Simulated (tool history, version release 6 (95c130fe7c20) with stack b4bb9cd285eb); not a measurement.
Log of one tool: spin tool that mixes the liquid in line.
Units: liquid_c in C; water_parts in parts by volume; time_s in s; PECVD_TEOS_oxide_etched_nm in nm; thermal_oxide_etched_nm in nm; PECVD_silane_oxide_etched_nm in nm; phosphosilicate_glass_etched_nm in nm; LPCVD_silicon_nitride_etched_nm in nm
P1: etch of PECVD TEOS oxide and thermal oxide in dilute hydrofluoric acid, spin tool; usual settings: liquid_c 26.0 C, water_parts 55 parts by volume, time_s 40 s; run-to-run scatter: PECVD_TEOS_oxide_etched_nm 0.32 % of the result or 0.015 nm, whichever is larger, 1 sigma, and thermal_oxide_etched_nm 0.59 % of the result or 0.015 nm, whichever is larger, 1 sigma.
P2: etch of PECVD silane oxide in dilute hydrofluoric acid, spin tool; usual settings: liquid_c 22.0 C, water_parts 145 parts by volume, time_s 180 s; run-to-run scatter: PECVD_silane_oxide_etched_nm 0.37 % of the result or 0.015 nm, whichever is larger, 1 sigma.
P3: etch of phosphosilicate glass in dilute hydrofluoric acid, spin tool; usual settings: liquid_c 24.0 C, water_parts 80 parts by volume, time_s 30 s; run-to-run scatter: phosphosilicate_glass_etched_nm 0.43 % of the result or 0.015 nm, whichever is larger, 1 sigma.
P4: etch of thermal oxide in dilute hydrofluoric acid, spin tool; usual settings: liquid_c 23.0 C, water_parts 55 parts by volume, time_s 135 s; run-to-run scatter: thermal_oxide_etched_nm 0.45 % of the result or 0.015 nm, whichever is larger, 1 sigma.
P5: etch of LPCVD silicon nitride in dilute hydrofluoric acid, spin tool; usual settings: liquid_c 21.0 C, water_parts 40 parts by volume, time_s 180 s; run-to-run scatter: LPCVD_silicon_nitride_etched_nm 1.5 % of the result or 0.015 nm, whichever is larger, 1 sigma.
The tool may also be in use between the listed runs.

run	hour	process	liquid_c	water_parts	time_s	hours since the thermometer was replaced	hours since the hydrofluoric acid flow meter was replaced	PECVD_TEOS_oxide_etched_nm	thermal_oxide_etched_nm	PECVD_silane_oxide_etched_nm	phosphosilicate_glass_etched_nm	LPCVD_silicon_nitride_etched_nm
1	11.6	P1	26.0	55	40	442.6	555.1	6.9280	3.9992			
2	20.9	P2	22.0	65	180	451.9	564.4			74.882		
3	28.5	P4	30.0	55	135	459.5	572.0		15.8910			
4	34.4	P1	26.0	55	15	465.4	577.9	2.5913	1.4769			
5	40.8	P2	22.0	145	345	471.8	584.3			58.239		
6	47.7	P3	24.0	80	30	478.7	591.2				28.200	
7	55.2	P2	22.0	145	180	486.2	598.7			30.464		
8	66.6	P4	23.0	85	135	497.6	610.1		7.3756			
9	79.1	P1	26.0	55	40	510.1	622.6	6.9132	3.9914			
10	89.6	P3	24.0	130	30	520.6	633.1				16.456	
11	98.4	P4	23.0	55	135	529.4	641.9		11.9070			
12	106.1	P1	26.0	55	40	537.1	649.6	6.9334	3.9340			
13	113.6	P4	23.0	55	135	544.6	657.1		11.8970			
14	122.5	P5	21.0	20	180	553.5	666.0					3.53180
15	134.1	P3	24.0	80	50	565.1	677.6				47.315	
16	145.0	P1	26.0	25	40	576.0	688.5	15.8410	9.0575			
17	153.4	P3	17.0	80	30	584.4	696.9				21.176	
18	162.6	P1	26.0	20	15	593.6	706.1	7.5083	4.3117			
19	168.3	P1	18.0	55	40	599.3	711.8	4.9593	2.8644			
20	175.1	P1	26.0	55	40	606.1	718.6	6.9051	3.9292			
21	185.7	P1	26.0	55	40	616.7	729.2	6.8786	3.9385			
22	197.0	P2	28.0	145	180	628.0	740.5			38.526		
23	209.5	P1	26.0	75	40	640.5	753.0	4.9333	2.8233			
24	218.7	P3	24.0	80	30	649.7	762.2				28.459	
25	225.4	P1	32.5	55	40	656.4	768.9	8.9777	5.0972			
26	237.1	P5	17.0	40	180	668.1	780.6					1.27530
27	244.7	P2	22.0	145	180	675.7	788.2			30.506		
28	250.9	P1	26.0	55	75	681.9	794.4	12.9160	7.5056			
29	263.5	P5	21.0	40	15	694.5	807.0					0.14409
30	273.8	P5	21.0	40	180	704.8	817.3					1.81530
31	279.5	P4	23.0	55	50	710.5	823.0		4.4249			
32	287.2	P5	21.0	40	180	718.2	830.7					1.80460
33	295.8	P1	26.0	55	40	726.8	839.3	6.8814	3.9264			
34	302.5	P1	26.0	55	40	733.5	846.0	6.6824	3.8190			
35	312.4	P1	26.0	55	40	743.4	855.9	6.4475	3.7063			
36	319.5	P1	26.0	55	40	750.5	863.0	6.3705	3.7495			
37	330.6	P1	26.0	55	40	761.6	874.1	6.3113	3.6264			
38	341.5	P1	26.0	55	40	772.5	885.0	6.2720	3.6317			
39	352.7	P1	26.0	55	40	783.7	896.2	6.2746	3.6280			

What P1 gives has crept away from where it was. These 2 causes fit the log equally well, each at the size given:
A: liquid colder than its thermometer reads (K) = 2.37
B: hydrofluoric acid flow below the setpoint (%) = 8.52
The creep began at about hour 295.8.

4 check runs are offered, each on 3 wafers whose results are averaged, their results left as question marks. Which one tells the causes apart?
check 1	363.9	P3	17.0	80	45						?	
check 2	363.9	P4	27.5	55	60				?			
check 3	363.9	P5	17.0	40	180							?
check 4	363.9	P2	22.0	80	285					?		

What each check would give under each cause:
check	result	if A	if B
check 1	phosphosilicate_glass_etched_nm	28.854	29.005
check 2	thermal_oxide_etched_nm	5.8008	5.7952
check 3	LPCVD_silicon_nitride_etched_nm	1.12490	1.22400
check 4	PECVD_silane_oxide_etched_nm	85.615	85.611
How far apart the two closest causes lie, in the result that separates them most: check 1 0.52 %; check 2 0.1 %; check 3 8.44 %; check 4 0 %
Only check 3 tells the causes apart: in the others they would give nearly the same result.

Check 3 was then run and gave: LPCVD_silicon_nitride_etched_nm 1.21550 nm. Which cause is it?

It is B: hydrofluoric acid flow below the setpoint (%).

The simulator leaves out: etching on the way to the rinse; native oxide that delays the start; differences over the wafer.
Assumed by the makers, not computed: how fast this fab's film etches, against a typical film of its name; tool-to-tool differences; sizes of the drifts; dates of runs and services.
